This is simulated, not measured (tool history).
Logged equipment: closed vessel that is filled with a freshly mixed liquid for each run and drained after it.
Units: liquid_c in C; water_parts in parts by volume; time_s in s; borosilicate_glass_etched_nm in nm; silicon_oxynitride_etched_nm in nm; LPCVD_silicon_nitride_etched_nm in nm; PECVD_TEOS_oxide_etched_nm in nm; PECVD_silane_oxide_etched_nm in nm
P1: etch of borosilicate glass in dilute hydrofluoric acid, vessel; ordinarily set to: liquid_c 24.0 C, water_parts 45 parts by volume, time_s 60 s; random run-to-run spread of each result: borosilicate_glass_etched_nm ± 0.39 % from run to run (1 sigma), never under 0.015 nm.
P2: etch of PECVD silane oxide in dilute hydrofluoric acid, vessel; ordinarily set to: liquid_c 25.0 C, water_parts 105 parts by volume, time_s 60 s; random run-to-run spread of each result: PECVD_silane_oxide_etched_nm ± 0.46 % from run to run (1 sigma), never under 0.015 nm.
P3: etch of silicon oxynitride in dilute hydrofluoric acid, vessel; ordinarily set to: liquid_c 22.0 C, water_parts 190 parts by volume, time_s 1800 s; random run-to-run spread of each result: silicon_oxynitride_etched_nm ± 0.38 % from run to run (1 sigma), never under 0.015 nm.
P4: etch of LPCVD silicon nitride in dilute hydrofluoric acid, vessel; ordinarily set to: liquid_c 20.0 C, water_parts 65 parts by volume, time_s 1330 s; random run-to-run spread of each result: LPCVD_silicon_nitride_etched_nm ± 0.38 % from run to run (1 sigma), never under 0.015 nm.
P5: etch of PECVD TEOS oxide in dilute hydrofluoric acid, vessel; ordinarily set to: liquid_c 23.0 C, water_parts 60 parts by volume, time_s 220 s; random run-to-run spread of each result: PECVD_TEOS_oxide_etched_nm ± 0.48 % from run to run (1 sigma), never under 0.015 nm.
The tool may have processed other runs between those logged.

run,day,process,liquid_c,water_parts,time_s,hours since the thermometer was replaced,hours since the hydrofluoric acid flow meter was replaced,borosilicate_glass_etched_nm,silicon_oxynitride_etched_nm,LPCVD_silicon_nitride_etched_nm,PECVD_TEOS_oxide_etched_nm,PECVD_silane_oxide_etched_nm
1,0.204,P1,24.0,45,60,529.0,1223.7,69.945,,,,
2,0.467,P3,28.5,190,1800,535.3,1230.0,,15.4210,,,
3,0.633,P1,24.0,45,30,539.3,1234.0,34.971,,,,
4,0.779,P3,22.0,190,1800,542.8,1237.5,,11.5240,,,
5,1.012,P1,24.0,20,60,548.4,1243.1,162.430,,,,
6,1.288,P3,22.0,190,1800,555.0,1249.7,,11.5820,,,
7,1.429,P4,20.0,65,2350,558.4,1253.1,,,11.4130,,
8,1.650,P5,23.0,95,220,563.7,1258.4,,,,21.8110,
9,1.783,P5,23.0,60,30,566.9,1261.6,,,,4.9465,
10,2.029,P1,20.5,45,60,572.8,1267.5,60.436,,,,
11,2.288,P1,29.0,45,35,579.0,1273.7,49.780,,,,
12,2.450,P1,24.0,45,105,582.9,1277.6,122.190,,,,
13,2.696,P1,24.0,45,60,588.8,1283.5,70.096,,,,
14,2.838,P2,25.0,105,30,592.2,1286.9,,,,,15.199
15,3.058,P1,24.0,45,60,597.5,1292.2,69.560,,,,
16,3.238,P3,22.0,315,1800,601.8,1296.5,,6.3553,,,
17,3.512,P4,17.0,65,1330,608.4,1303.1,,,5.2520,,
# day 3.588: thermometer replaced
18,3.750,P5,17.0,60,220,4.0,1308.8,,,,27.9850,
19,4.029,P2,25.0,105,60,10.7,1315.5,,,,,30.224
20,4.221,P4,20.0,65,1330,15.3,1320.1,,,6.4696,,
21,4.425,P4,20.0,20,1330,20.2,1325.0,,,20.2540,,
22,4.688,P2,25.0,35,60,26.5,1331.3,,,,,99.104
23,4.854,P1,24.0,70,60,30.5,1335.3,43.281,,,,
24,5.138,P3,22.0,190,2695,37.3,1342.1,,17.3050,,,
25,5.271,P5,23.0,60,220,40.5,1345.3,,,,36.1090,
26,5.396,P1,32.5,45,60,43.5,1348.3,98.160,,,,
27,5.558,P2,21.0,105,60,47.4,1352.2,,,,,25.792
28,5.700,P1,24.0,45,60,50.8,1355.6,69.761,,,,
29,5.867,P1,24.0,45,60,54.8,1359.6,69.797,,,,
30,6.142,P1,24.0,45,60,61.4,1366.2,72.065,,,,
31,6.358,P1,24.0,45,60,66.6,1371.4,73.083,,,,
32,6.529,P1,24.0,45,60,70.7,1375.5,73.320,,,,
33,6.700,P1,24.0,45,60,74.8,1379.6,74.001,,,,
34,6.946,P1,24.0,45,60,80.7,1385.5,74.826,,,,
35,7.200,P1,24.0,45,60,86.8,1391.6,74.116,,,,

What P1 gives has crept away from where it was. These 2 causes fit the log equally well, each at the size given:
A: hydrofluoric acid flow above the setpoint (%) = 6.45
B: liquid hotter than its thermometer reads (K) = 1.61
Creep in the process output first set in at about day 5.867.

Of the 4 check runs listed below, each run on one wafer and each result written as a question mark, which would let you distinguish the listed causes because they would give clearly different results?
check 1,7.454,P3,22.0,190,1800,,,,?,,,
check 2,7.454,P4,20.0,65,1330,,,,,?,,
check 3,7.454,P5,23.0,60,220,,,,,,?,
check 4,7.454,P2,25.0,105,60,,,,,,,?

What each check would give under each cause:
check,result,if A,if B
check 1,silicon_oxynitride_etched_nm,12.4080,12.4380
check 2,LPCVD_silicon_nitride_etched_nm,6.8822,7.2316
check 3,PECVD_TEOS_oxide_etched_nm,38.5050,38.4510
check 4,PECVD_silane_oxide_etched_nm,32.421,32.164
Gap, in per cent, between the two causes that each check separates least, read from the result that separates them most: check 1 0.24 %; check 2 4.95 %; check 3 0.14 %; check 4 0.8 %
Check 2 tells the causes apart: in the others they would give nearly the same result.

Then check 2 was run and gave: LPCVD_silicon_nitride_etched_nm 7.2311 nm. Which cause is it?

The correct cause is B, namely: liquid hotter than its thermometer reads (K).
